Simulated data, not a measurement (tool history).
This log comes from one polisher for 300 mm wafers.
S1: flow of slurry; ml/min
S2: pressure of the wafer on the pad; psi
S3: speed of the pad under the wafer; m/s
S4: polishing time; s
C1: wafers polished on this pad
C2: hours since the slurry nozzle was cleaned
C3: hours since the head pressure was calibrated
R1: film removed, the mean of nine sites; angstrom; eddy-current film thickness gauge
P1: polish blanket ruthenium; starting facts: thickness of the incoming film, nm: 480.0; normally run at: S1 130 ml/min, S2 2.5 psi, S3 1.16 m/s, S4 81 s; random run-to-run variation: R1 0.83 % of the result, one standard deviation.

Run 1, hour 7.2: S1 130 ml/min, S2 2.5 psi, S3 1.16 m/s, S4 81 s; C1 300; C2 215.8; C3 177.8. Result: R1 1085.60 angstrom.
Run 2, hour 14.5: S1 190 ml/min, S2 2.5 psi, S3 0.74 m/s, S4 81 s; C1 377; C2 223.1; C3 185.1. Result: R1 739.72 angstrom.
Run 3, hour 21.3: S1 130 ml/min, S2 2.5 psi, S3 1.56 m/s, S4 81 s; C1 449; C2 229.9; C3 191.9. Result: R1 1448.60 angstrom.
Run 4, hour 31.1: S1 95 ml/min, S2 2.5 psi, S3 1.16 m/s, S4 81 s; C1 553; C2 239.7; C3 201.7. Result: R1 1026.60 angstrom.
Run 5, hour 40.6: S1 130 ml/min, S2 2.5 psi, S3 0.52 m/s, S4 81 s; C1 653; C2 249.2; C3 211.2. Result: R1 494.45 angstrom.
Run 6, hour 45.5: S1 170 ml/min, S2 2.5 psi, S3 1.64 m/s, S4 81 s; C1 705; C2 254.1; C3 216.1. Result: R1 1625.80 angstrom.
At hour 47.0: head pressure recalibrated.
Run 7, hour 51.8: S1 130 ml/min, S2 2.5 psi, S3 1.16 m/s, S4 81 s; C1 771; C2 260.4; C3 4.8. Result: R1 1096.30 angstrom.
Run 8, hour 58.3: S1 130 ml/min, S2 3.9 psi, S3 1.16 m/s, S4 81 s; C1 840; C2 266.9; C3 11.3. Result: R1 1722.30 angstrom.
Run 9, hour 64.2: S1 130 ml/min, S2 2.5 psi, S3 1.16 m/s, S4 81 s; C1 902; C2 272.8; C3 17.2. Result: R1 1085.30 angstrom.
Run 10, hour 70.5: S1 130 ml/min, S2 2.5 psi, S3 1.16 m/s, S4 81 s; C1 969; C2 279.1; C3 23.5. Result: R1 1102.10 angstrom.
Run 11, hour 79.9: S1 130 ml/min, S2 2.5 psi, S3 1.16 m/s, S4 81 s; C1 1068; C2 288.5; C3 32.9. Result: R1 1091.60 angstrom.
Run 12, hour 88.4: S1 170 ml/min, S2 2.5 psi, S3 1.16 m/s, S4 81 s; C1 1158; C2 297.0; C3 41.4. Result: R1 1132.90 angstrom.
Run 13, hour 92.8: S1 130 ml/min, S2 2.5 psi, S3 1.16 m/s, S4 52 s; C1 1204; C2 301.4; C3 45.8. Result: R1 696.44 angstrom.
Run 14, hour 101.0: S1 130 ml/min, S2 3.9 psi, S3 0.90 m/s, S4 81 s; C1 1291; C2 309.6; C3 54.0. Result: R1 1324.20 angstrom.
Run 15, hour 106.2: S1 130 ml/min, S2 2.5 psi, S3 1.16 m/s, S4 127 s; C1 1345; C2 314.8; C3 59.2. Result: R1 1716.30 angstrom.
Run 16, hour 111.4: S1 130 ml/min, S2 1.4 psi, S3 1.16 m/s, S4 81 s; C1 1400; C2 320.0; C3 64.4. Result: R1 617.30 angstrom.

Run 17 has not been measured yet. What should we expect?
Run 17, hour 117.5: S1 130 ml/min, S2 2.5 psi, S3 1.16 m/s, S4 81 s; C1 1465; C2 326.1; C3 70.5. Result: R1 ?.

R1: 1107.90 angstrom
